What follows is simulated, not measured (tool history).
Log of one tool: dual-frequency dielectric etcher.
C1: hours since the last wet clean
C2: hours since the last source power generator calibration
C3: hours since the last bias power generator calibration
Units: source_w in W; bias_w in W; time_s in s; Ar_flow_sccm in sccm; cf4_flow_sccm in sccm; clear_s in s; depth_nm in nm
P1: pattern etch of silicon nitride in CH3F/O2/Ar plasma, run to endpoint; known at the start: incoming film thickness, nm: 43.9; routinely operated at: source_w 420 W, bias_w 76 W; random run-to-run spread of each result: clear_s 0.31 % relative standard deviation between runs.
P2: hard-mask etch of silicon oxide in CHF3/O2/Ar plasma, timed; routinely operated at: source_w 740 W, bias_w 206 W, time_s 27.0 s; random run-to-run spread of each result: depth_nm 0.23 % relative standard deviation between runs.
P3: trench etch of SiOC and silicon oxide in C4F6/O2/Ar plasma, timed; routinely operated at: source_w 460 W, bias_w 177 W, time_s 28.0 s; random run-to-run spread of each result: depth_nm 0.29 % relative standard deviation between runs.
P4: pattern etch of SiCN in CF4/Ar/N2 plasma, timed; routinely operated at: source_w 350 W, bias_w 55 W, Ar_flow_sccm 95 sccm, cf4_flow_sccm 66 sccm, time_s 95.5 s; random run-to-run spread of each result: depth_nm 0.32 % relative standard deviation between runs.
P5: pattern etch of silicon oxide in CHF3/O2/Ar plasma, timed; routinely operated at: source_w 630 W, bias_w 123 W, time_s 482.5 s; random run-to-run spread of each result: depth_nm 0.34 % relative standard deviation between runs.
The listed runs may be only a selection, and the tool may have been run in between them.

{"run": 1, "hour": 12.2, "process": "P1", "source_w": 420, "bias_w": 76, "C1": 115.1, "C2": 1660.2, "C3": 1287.7, "clear_s": 61.399}
{"run": 2, "hour": 31.2, "process": "P1", "source_w": 350, "bias_w": 99, "C1": 134.1, "C2": 1679.2, "C3": 1306.7, "clear_s": 59.701}
{"run": 3, "hour": 48.1, "process": "P5", "source_w": 470, "bias_w": 123, "time_s": 482.5, "C1": 151.0, "C2": 1696.1, "C3": 1323.6, "depth_nm": 770.35}
{"hour": 52.4, "done": "bias power generator calibrated"}
{"run": 4, "hour": 61.1, "process": "P1", "source_w": 420, "bias_w": 76, "C1": 164.0, "C2": 1709.1, "C3": 8.7, "clear_s": 61.518}
{"run": 5, "hour": 73.8, "process": "P2", "source_w": 740, "bias_w": 206, "time_s": 27.0, "C1": 176.7, "C2": 1721.8, "C3": 21.4, "depth_nm": 60.517}
{"run": 6, "hour": 85.0, "process": "P1", "source_w": 490, "bias_w": 97, "C1": 187.9, "C2": 1733.0, "C3": 32.6, "clear_s": 52.997}
{"run": 7, "hour": 94.9, "process": "P1", "source_w": 420, "bias_w": 60, "C1": 197.8, "C2": 1742.9, "C3": 42.5, "clear_s": 66.421}
{"run": 8, "hour": 111.8, "process": "P3", "source_w": 460, "bias_w": 241, "time_s": 28.0, "C1": 214.7, "C2": 1759.8, "C3": 59.4, "depth_nm": 64.62}
{"run": 9, "hour": 121.1, "process": "P2", "source_w": 740, "bias_w": 289, "time_s": 27.0, "C1": 224.0, "C2": 1769.1, "C3": 68.7, "depth_nm": 68.31}
{"run": 10, "hour": 140.1, "process": "P4", "source_w": 270, "bias_w": 55, "time_s": 95.5, "Ar_flow_sccm": 95, "cf4_flow_sccm": 66, "C1": 243.0, "C2": 1788.1, "C3": 87.7, "depth_nm": 47.541}
{"run": 11, "hour": 159.2, "process": "P4", "source_w": 350, "bias_w": 55, "time_s": 65.0, "Ar_flow_sccm": 95, "cf4_flow_sccm": 66, "C1": 262.1, "C2": 1807.2, "C3": 106.8, "depth_nm": 40.34}
{"run": 12, "hour": 173.8, "process": "P1", "source_w": 420, "bias_w": 76, "C1": 276.7, "C2": 1821.8, "C3": 121.4, "clear_s": 60.948}
{"run": 13, "hour": 191.9, "process": "P1", "source_w": 510, "bias_w": 76, "C1": 294.8, "C2": 1839.9, "C3": 139.5, "clear_s": 57.143}
{"run": 14, "hour": 210.7, "process": "P3", "source_w": 270, "bias_w": 177, "time_s": 28.0, "C1": 313.6, "C2": 1858.7, "C3": 158.3, "depth_nm": 47.543}
{"run": 15, "hour": 229.0, "process": "P1", "source_w": 340, "bias_w": 60, "C1": 331.9, "C2": 1877.0, "C3": 176.6, "clear_s": 71.831}
{"run": 16, "hour": 237.5, "process": "P3", "source_w": 460, "bias_w": 177, "time_s": 15.5, "C1": 340.4, "C2": 1885.5, "C3": 185.1, "depth_nm": 32.397}
{"run": 17, "hour": 256.9, "process": "P5", "source_w": 630, "bias_w": 123, "time_s": 631.0, "C1": 359.8, "C2": 1904.9, "C3": 204.5, "depth_nm": 1128.3}
{"run": 18, "hour": 270.4, "process": "P1", "source_w": 420, "bias_w": 76, "C1": 373.3, "C2": 1918.4, "C3": 218.0, "clear_s": 61.046}
{"run": 19, "hour": 279.3, "process": "P5", "source_w": 630, "bias_w": 123, "time_s": 482.5, "C1": 382.2, "C2": 1927.3, "C3": 226.9, "depth_nm": 858.67}
{"run": 20, "hour": 290.5, "process": "P2", "source_w": 540, "bias_w": 206, "time_s": 27.0, "C1": 393.4, "C2": 1938.5, "C3": 238.1, "depth_nm": 53.748}
{"run": 21, "hour": 306.0, "process": "P1", "source_w": 420, "bias_w": 76, "C1": 408.9, "C2": 1954.0, "C3": 253.6, "clear_s": 61.343}
{"run": 22, "hour": 322.0, "process": "P4", "source_w": 350, "bias_w": 55, "time_s": 95.5, "Ar_flow_sccm": 95, "cf4_flow_sccm": 86, "C1": 424.9, "C2": 1970.0, "C3": 269.6, "depth_nm": 61.74}
{"run": 23, "hour": 333.3, "process": "P1", "source_w": 420, "bias_w": 105, "C1": 436.2, "C2": 1981.3, "C3": 280.9, "clear_s": 54.66}
{"run": 24, "hour": 346.6, "process": "P4", "source_w": 350, "bias_w": 55, "time_s": 95.5, "Ar_flow_sccm": 114, "cf4_flow_sccm": 66, "C1": 449.5, "C2": 1994.6, "C3": 294.2, "depth_nm": 57.814}
{"run": 25, "hour": 365.1, "process": "P3", "source_w": 460, "bias_w": 177, "time_s": 28.0, "C1": 468.0, "C2": 2013.1, "C3": 312.7, "depth_nm": 58.375}
{"run": 26, "hour": 379.4, "process": "P4", "source_w": 350, "bias_w": 77, "time_s": 95.5, "Ar_flow_sccm": 95, "cf4_flow_sccm": 66, "C1": 482.3, "C2": 2027.4, "C3": 327.0, "depth_nm": 66.606}
{"run": 27, "hour": 397.2, "process": "P2", "source_w": 740, "bias_w": 206, "time_s": 38.5, "C1": 500.1, "C2": 2045.2, "C3": 344.8, "depth_nm": 86.569}
{"run": 28, "hour": 406.3, "process": "P4", "source_w": 350, "bias_w": 55, "time_s": 95.5, "Ar_flow_sccm": 95, "cf4_flow_sccm": 66, "C1": 509.2, "C2": 2054.3, "C3": 353.9, "depth_nm": 59.674}
{"run": 29, "hour": 420.4, "process": "P5", "source_w": 630, "bias_w": 158, "time_s": 482.5, "C1": 523.3, "C2": 2068.4, "C3": 368.0, "depth_nm": 932.03}
{"run": 30, "hour": 434.2, "process": "P3", "source_w": 460, "bias_w": 177, "time_s": 28.0, "C1": 537.1, "C2": 2082.2, "C3": 381.8, "depth_nm": 58.702}
{"run": 31, "hour": 448.9, "process": "P1", "source_w": 340, "bias_w": 76, "C1": 551.8, "C2": 2096.9, "C3": 396.5, "clear_s": 66.389}
{"run": 32, "hour": 464.1, "process": "P1", "source_w": 420, "bias_w": 76, "C1": 567.0, "C2": 2112.1, "C3": 411.7, "clear_s": 61.195}
{"run": 33, "hour": 477.8, "process": "P1", "source_w": 420, "bias_w": 76, "C1": 580.7, "C2": 2125.8, "C3": 425.4, "clear_s": 61.04}
{"run": 34, "hour": 493.7, "process": "P1", "source_w": 420, "bias_w": 76, "C1": 596.6, "C2": 2141.7, "C3": 441.3, "clear_s": 60.835}
{"run": 35, "hour": 513.1, "process": "P1", "source_w": 420, "bias_w": 76, "C1": 616.0, "C2": 2161.1, "C3": 460.7, "clear_s": 60.375}
{"run": 36, "hour": 527.0, "process": "P1", "source_w": 420, "bias_w": 76, "C1": 629.9, "C2": 2175.0, "C3": 474.6, "clear_s": 60.46}
{"run": 37, "hour": 541.2, "process": "P1", "source_w": 420, "bias_w": 76, "C1": 644.1, "C2": 2189.2, "C3": 488.8, "clear_s": 60.197}
{"hour": 541.6, "done": "wet clean of the chamber"}
{"run": 38, "hour": 551.9, "process": "P1", "source_w": 420, "bias_w": 76, "C1": 10.3, "C2": 2199.9, "C3": 499.5, "clear_s": 60.777}
{"run": 39, "hour": 571.4, "process": "P1", "source_w": 420, "bias_w": 76, "C1": 29.8, "C2": 2219.4, "C3": 519.0, "clear_s": 60.577}
{"run": 40, "hour": 584.6, "process": "P1", "source_w": 420, "bias_w": 76, "C1": 43.0, "C2": 2232.6, "C3": 532.2, "clear_s": 60.414}
{"run": 41, "hour": 595.9, "process": "P1", "source_w": 420, "bias_w": 76, "C1": 54.3, "C2": 2243.9, "C3": 543.5, "clear_s": 60.463}
{"run": 42, "hour": 604.9, "process": "P1", "source_w": 420, "bias_w": 76, "C1": 63.3, "C2": 2252.9, "C3": 552.5, "clear_s": 60.205}
{"run": 43, "hour": 617.2, "process": "P1", "source_w": 420, "bias_w": 76, "C1": 75.6, "C2": 2265.2, "C3": 564.8, "clear_s": 60.177}

P1 no longer gives what it gave before; its output has crept away from where it was. The following 2 causes, each at its listed size, fit the log equally well:
A: bias power that arrives over what is set, % = 4.57
B: source power that arrives over what is set, % = 4.18
Onset of the creep was near hour 464.1.
Each remaining cause and why it is not a fit:
chamber walls in a state that raises the etch rate, %: its service at hour 541.6 followed the start of the drift and did not put the process back to its old value

Below are 4 check runs, each averaged over 2 wafers, with their results shown as question marks. Which of them would give clearly different results depending on which cause is behind the drift?
{"run": "check 1", "hour": 629.5, "process": "P4", "source_w": 350, "bias_w": 55, "time_s": 95.5, "Ar_flow_sccm": 95, "cf4_flow_sccm": 85, "depth_nm": "?"}
{"run": "check 2", "hour": 629.5, "process": "P5", "source_w": 490, "bias_w": 123, "time_s": 580.0, "depth_nm": "?"}
{"run": "check 3", "hour": 629.5, "process": "P2", "source_w": 740, "bias_w": 282, "time_s": 34.0, "depth_nm": "?"}
{"run": "check 4", "hour": 629.5, "process": "P3", "source_w": 290, "bias_w": 177, "time_s": 28.0, "depth_nm": "?"}

Predicted outcomes, by check and by cause:
check=check_1 result=depth_nm if_A=62.886 if_B=64.279
check=check_2 result=depth_nm if_A=951.380 if_B=953.140
check=check_3 result=depth_nm if_A=86.520 if_B=86.450
check=check_4 result=depth_nm if_A=49.652 if_B=49.720
Minimum pairwise separation of causes per check, each pair taken at its best-separating result: check 1 2.19 %; check 2 0.18 %; check 3 0.08 %; check 4 0.14 %
Of the check runs offered, only check 1 discriminates between the causes; the rest would read about the same regardless of which cause applies.

Here is what check 1 returned: depth_nm 64.352 nm. Which cause is it?

The cause is B: source power that arrives over what is set, %.
